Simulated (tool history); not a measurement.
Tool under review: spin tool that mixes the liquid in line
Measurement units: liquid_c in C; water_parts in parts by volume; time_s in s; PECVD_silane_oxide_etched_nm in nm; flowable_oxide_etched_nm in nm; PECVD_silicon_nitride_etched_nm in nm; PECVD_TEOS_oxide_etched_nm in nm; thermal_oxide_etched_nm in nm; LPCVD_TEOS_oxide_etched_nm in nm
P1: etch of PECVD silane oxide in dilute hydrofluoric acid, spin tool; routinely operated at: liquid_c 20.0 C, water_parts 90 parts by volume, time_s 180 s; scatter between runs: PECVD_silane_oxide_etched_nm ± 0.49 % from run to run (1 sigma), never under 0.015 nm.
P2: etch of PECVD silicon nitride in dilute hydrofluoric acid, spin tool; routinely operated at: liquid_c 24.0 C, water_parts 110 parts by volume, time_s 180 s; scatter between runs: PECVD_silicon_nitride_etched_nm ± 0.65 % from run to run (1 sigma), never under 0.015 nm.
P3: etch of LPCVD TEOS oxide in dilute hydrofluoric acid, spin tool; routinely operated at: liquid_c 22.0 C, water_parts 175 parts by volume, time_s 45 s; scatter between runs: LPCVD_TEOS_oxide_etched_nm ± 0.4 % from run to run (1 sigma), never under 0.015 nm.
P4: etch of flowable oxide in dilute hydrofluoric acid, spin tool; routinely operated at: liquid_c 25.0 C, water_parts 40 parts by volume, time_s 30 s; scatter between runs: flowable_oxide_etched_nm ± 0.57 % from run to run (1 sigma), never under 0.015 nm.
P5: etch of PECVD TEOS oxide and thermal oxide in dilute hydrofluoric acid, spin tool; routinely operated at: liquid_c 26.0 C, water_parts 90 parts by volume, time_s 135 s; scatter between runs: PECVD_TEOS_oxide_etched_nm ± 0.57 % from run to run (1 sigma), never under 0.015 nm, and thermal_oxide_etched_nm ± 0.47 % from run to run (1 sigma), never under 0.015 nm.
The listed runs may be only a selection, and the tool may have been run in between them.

| run | hour | process | liquid_c | water_parts | time_s | hours since the thermometer was replaced | hours since the hydrofluoric acid flow meter was replaced | PECVD_silane_oxide_etched_nm | flowable_oxide_etched_nm | PECVD_silicon_nitride_etched_nm | PECVD_TEOS_oxide_etched_nm | thermal_oxide_etched_nm | LPCVD_TEOS_oxide_etched_nm |
|---|---|---|---|---|---|---|---|---|---|---|---|---|---|
| 1 | 3.6 | P1 | 20.0 | 90 | 180 | 899.3 | 257.2 | 25.1280 |  |  |  |  |  |
| 2 | 8.4 | P4 | 20.0 | 40 | 30 | 904.1 | 262.0 |  | 35.780 |  |  |  |  |
| 3 | 10.9 | P4 | 25.0 | 40 | 30 | 906.6 | 264.5 |  | 44.584 |  |  |  |  |
| 4 | 14.1 | P1 | 24.5 | 90 | 60 | 909.8 | 267.7 | 10.1040 |  |  |  |  |  |
| 5 | 16.7 | P2 | 24.0 | 110 | 65 | 912.4 | 270.3 |  |  | 1.1290 |  |  |  |
| 6 | 20.5 | P1 | 20.0 | 130 | 40 | 916.2 | 274.1 | 3.7343 |  |  |  |  |  |
| 7 | 24.8 | P1 | 25.5 | 90 | 180 | 920.5 | 278.4 | 31.4130 |  |  |  |  |  |
| 8 | 27.8 | P4 | 25.0 | 40 | 45 | 923.5 | 281.4 |  | 66.723 |  |  |  |  |
| 9 | 31.4 | P2 | 17.0 | 110 | 180 | 927.1 | 285.0 |  |  | 1.9589 |  |  |  |
| 10 | 34.1 | P4 | 25.0 | 40 | 30 | 929.8 | 287.7 |  | 43.937 |  |  |  |  |
| 11 | 36.4 | P1 | 17.0 | 90 | 180 | 932.1 | 290.0 | 22.4170 |  |  |  |  |  |
| 12 | 40.5 | P2 | 24.0 | 110 | 180 | 936.2 | 294.1 |  |  | 3.1388 |  |  |  |
|  | 41.9 | hydrofluoric acid flow meter replaced |
| 13 | 43.1 | P4 | 25.0 | 70 | 30 | 938.8 | 1.3 |  | 24.238 |  |  |  |  |
| 14 | 45.6 | P1 | 20.0 | 90 | 180 | 941.3 | 3.8 | 25.2350 |  |  |  |  |  |
| 15 | 50.4 | P5 | 26.0 | 90 | 250 | 946.1 | 8.6 |  |  |  | 58.662 | 14.1810 |  |
| 16 | 55.2 | P1 | 20.0 | 90 | 360 | 950.9 | 13.4 | 50.5220 |  |  |  |  |  |
| 17 | 58.7 | P3 | 22.0 | 175 | 45 | 954.4 | 16.9 |  |  |  |  |  | 10.5770 |
| 18 | 62.8 | P1 | 20.0 | 50 | 180 | 958.5 | 21.0 | 47.8050 |  |  |  |  |  |
| 19 | 67.4 | P2 | 24.0 | 190 | 180 | 963.1 | 25.6 |  |  | 1.8074 |  |  |  |
| 20 | 70.1 | P3 | 17.0 | 175 | 45 | 965.8 | 28.3 |  |  |  |  |  | 8.6629 |
| 21 | 72.8 | P5 | 26.0 | 20 | 135 | 968.5 | 31.0 |  |  |  | 159.170 | 38.4590 |  |
| 22 | 75.8 | P1 | 24.5 | 35 | 180 | 971.5 | 34.0 | 84.1080 |  |  |  |  |  |
| 23 | 78.5 | P3 | 22.0 | 175 | 25 | 974.2 | 36.7 |  |  |  |  |  | 5.7880 |
| 24 | 80.7 | P1 | 20.0 | 135 | 180 | 976.4 | 38.9 | 16.0860 |  |  |  |  |  |
| 25 | 85.4 | P5 | 26.0 | 90 | 135 | 981.1 | 43.6 |  |  |  | 31.658 | 7.6186 |  |
| 26 | 89.4 | P5 | 33.5 | 90 | 135 | 985.1 | 47.6 |  |  |  | 42.089 | 10.1860 |  |
| 27 | 92.0 | P1 | 20.0 | 90 | 180 | 987.7 | 50.2 | 25.0890 |  |  |  |  |  |
| 28 | 96.2 | P1 | 20.0 | 90 | 15 | 991.9 | 54.4 | 2.1496 |  |  |  |  |  |
| 29 | 99.5 | P1 | 20.0 | 90 | 180 | 995.2 | 57.7 | 25.3670 |  |  |  |  |  |
| 30 | 104.3 | P3 | 22.0 | 95 | 45 | 1000.0 | 62.5 |  |  |  |  |  | 21.2760 |
| 31 | 106.9 | P5 | 26.0 | 90 | 135 | 1002.6 | 65.1 |  |  |  | 31.483 | 7.7204 |  |
| 32 | 111.2 | P1 | 20.0 | 90 | 180 | 1006.9 | 69.4 | 25.2210 |  |  |  |  |  |
| 33 | 113.6 | P1 | 20.0 | 90 | 180 | 1009.3 | 71.8 | 25.1740 |  |  |  |  |  |
| 34 | 117.8 | P1 | 20.0 | 90 | 180 | 1013.5 | 76.0 | 24.3660 |  |  |  |  |  |
| 35 | 122.1 | P1 | 20.0 | 90 | 180 | 1017.8 | 80.3 | 23.4100 |  |  |  |  |  |
| 36 | 126.8 | P1 | 20.0 | 90 | 180 | 1022.5 | 85.0 | 23.2510 |  |  |  |  |  |
| 37 | 129.6 | P1 | 20.0 | 90 | 180 | 1025.3 | 87.8 | 23.2380 |  |  |  |  |  |
| 38 | 131.9 | P1 | 20.0 | 90 | 180 | 1027.6 | 90.1 | 23.0930 |  |  |  |  |  |
| 39 | 135.8 | P1 | 20.0 | 90 | 180 | 1031.5 | 94.0 | 22.9660 |  |  |  |  |  |
| 40 | 139.0 | P1 | 20.0 | 90 | 180 | 1034.7 | 97.2 | 23.2240 |  |  |  |  |  |
| 41 | 142.9 | P1 | 20.0 | 90 | 180 | 1038.6 | 101.1 | 22.9290 |  |  |  |  |  |

Something has made what P1 gives creep away from where it was; the 2 causes below, each at its own stated size, fit the log equally well:
A: liquid colder than its thermometer reads (K) = 2.28
B: hydrofluoric acid flow below the setpoint (%) = 8.24
Onset of the creep was near hour 113.6.

Of the 4 check runs below, each run on 3 wafers with the results averaged and each result still a question mark, which one would tell the listed causes apart?
| check 1 | 146.8 | P2 | 24.0 | 110 | 85 |  |  |  |  | ? |  |  |  |
| check 2 | 146.8 | P3 | 17.0 | 95 | 45 |  |  |  |  |  |  |  | ? |
| check 3 | 146.8 | P5 | 32.0 | 25 | 135 |  |  |  |  |  | ? | ? |  |
| check 4 | 146.8 | P4 | 25.0 | 50 | 30 |  |  |  | ? |  |  |  |  |

Predicted outcomes, by check and by cause:
| check | result | if A | if B |
|---|---|---|---|
| check 1 | PECVD_silicon_nitride_etched_nm | 1.2765 | 1.3636 |
| check 2 | LPCVD_TEOS_oxide_etched_nm | 15.6220 | 15.6620 |
| check 3 | PECVD_TEOS_oxide_etched_nm | 145.390 | 145.620 |
| check 3 | thermal_oxide_etched_nm | 35.3330 | 35.3900 |
| check 4 | flowable_oxide_etched_nm | 31.744 | 31.803 |
Distance between the nearest two causes, measured in the result of the check that separates them most: check 1 6.6 %; check 2 0.26 %; check 3 0.16 %; check 4 0.19 %
The other checks would show nearly matching results whichever cause is true, so check 1 is the only one that separates the causes.

Check 1 was carried out, with these results: PECVD_silicon_nitride_etched_nm 1.3666 nm. Which of the listed causes is responsible?

The cause is B: hydrofluoric acid flow below the setpoint (%).
